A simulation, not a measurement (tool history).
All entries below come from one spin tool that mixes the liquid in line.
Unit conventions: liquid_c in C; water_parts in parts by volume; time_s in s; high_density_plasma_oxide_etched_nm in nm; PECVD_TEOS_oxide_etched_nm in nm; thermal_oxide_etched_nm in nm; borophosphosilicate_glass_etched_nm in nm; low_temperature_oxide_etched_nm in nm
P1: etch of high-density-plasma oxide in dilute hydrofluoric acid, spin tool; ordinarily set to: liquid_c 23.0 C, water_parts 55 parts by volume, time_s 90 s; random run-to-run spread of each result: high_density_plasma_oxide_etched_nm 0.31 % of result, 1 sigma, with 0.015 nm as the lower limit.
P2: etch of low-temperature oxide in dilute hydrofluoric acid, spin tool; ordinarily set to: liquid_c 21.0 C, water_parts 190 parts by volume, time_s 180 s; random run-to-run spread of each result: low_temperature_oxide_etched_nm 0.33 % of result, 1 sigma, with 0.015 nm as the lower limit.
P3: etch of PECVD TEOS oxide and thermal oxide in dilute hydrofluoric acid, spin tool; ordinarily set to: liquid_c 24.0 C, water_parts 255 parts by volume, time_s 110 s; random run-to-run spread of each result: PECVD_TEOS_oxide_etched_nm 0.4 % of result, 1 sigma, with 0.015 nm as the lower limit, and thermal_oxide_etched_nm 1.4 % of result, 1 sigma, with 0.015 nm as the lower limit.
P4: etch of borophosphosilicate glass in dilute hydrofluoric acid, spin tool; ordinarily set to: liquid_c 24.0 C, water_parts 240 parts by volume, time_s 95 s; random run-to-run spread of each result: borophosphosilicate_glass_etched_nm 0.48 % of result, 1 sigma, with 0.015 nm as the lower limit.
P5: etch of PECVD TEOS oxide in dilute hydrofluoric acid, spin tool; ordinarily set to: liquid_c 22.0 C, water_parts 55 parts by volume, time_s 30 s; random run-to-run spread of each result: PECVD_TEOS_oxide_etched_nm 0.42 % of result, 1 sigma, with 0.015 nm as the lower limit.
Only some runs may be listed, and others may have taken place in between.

run,hour,process,liquid_c,water_parts,time_s,hours since the thermometer was replaced,hours since the hydrofluoric acid flow meter was replaced,high_density_plasma_oxide_etched_nm,PECVD_TEOS_oxide_etched_nm,thermal_oxide_etched_nm,borophosphosilicate_glass_etched_nm,low_temperature_oxide_etched_nm
1,6.7,P1,23.0,55,90,921.9,566.5,9.8483,,,,
2,12.8,P3,24.0,470,110,928.0,572.6,,4.5522,0.7574,,
3,18.3,P4,24.0,240,95,933.5,578.1,,,,20.592,
4,24.5,P5,22.0,55,50,939.7,584.3,,13.2100,,,
5,31.4,P4,24.0,50,95,946.6,591.2,,,,123.250,
6,36.4,P4,29.5,240,95,951.6,596.2,,,,24.876,
7,39.7,P1,23.0,55,40,954.9,599.5,4.4099,,,,
8,46.0,P1,23.0,55,90,961.2,605.8,9.7885,,,,
9,51.7,P1,23.0,25,50,966.9,611.5,12.4180,,,,
10,58.4,P5,22.0,100,30,973.6,618.2,,4.1193,,,
# hour 60.6: thermometer replaced
11,61.7,P3,24.0,255,205,1.1,621.5,,19.1460,3.3139,,
12,67.1,P5,22.0,55,30,6.5,626.9,,7.9031,,,
13,70.8,P1,23.0,55,90,10.2,630.6,9.8761,,,,
14,77.3,P4,24.0,240,95,16.7,637.1,,,,20.654,
15,81.1,P1,31.5,55,90,20.5,640.9,13.8180,,,,
16,85.5,P4,24.0,240,185,24.9,645.3,,,,40.169,
17,90.7,P2,21.0,80,180,30.1,650.5,,,,,29.801
18,94.2,P1,17.0,55,90,33.6,654.0,7.6166,,,,
19,100.3,P2,21.0,190,320,39.7,660.1,,,,,19.844
20,104.4,P1,23.0,25,90,43.8,664.2,22.5290,,,,
21,108.8,P2,21.0,190,180,48.2,668.6,,,,,11.191
22,113.8,P5,27.5,55,30,53.2,673.6,,9.9093,,,
23,117.7,P1,23.0,90,90,57.1,677.5,5.7760,,,,

What will run 24 give?
24,122.4,P1,23.0,55,90,61.8,682.2,?,,,,

high_density_plasma_oxide_etched_nm: 9.8098 nm

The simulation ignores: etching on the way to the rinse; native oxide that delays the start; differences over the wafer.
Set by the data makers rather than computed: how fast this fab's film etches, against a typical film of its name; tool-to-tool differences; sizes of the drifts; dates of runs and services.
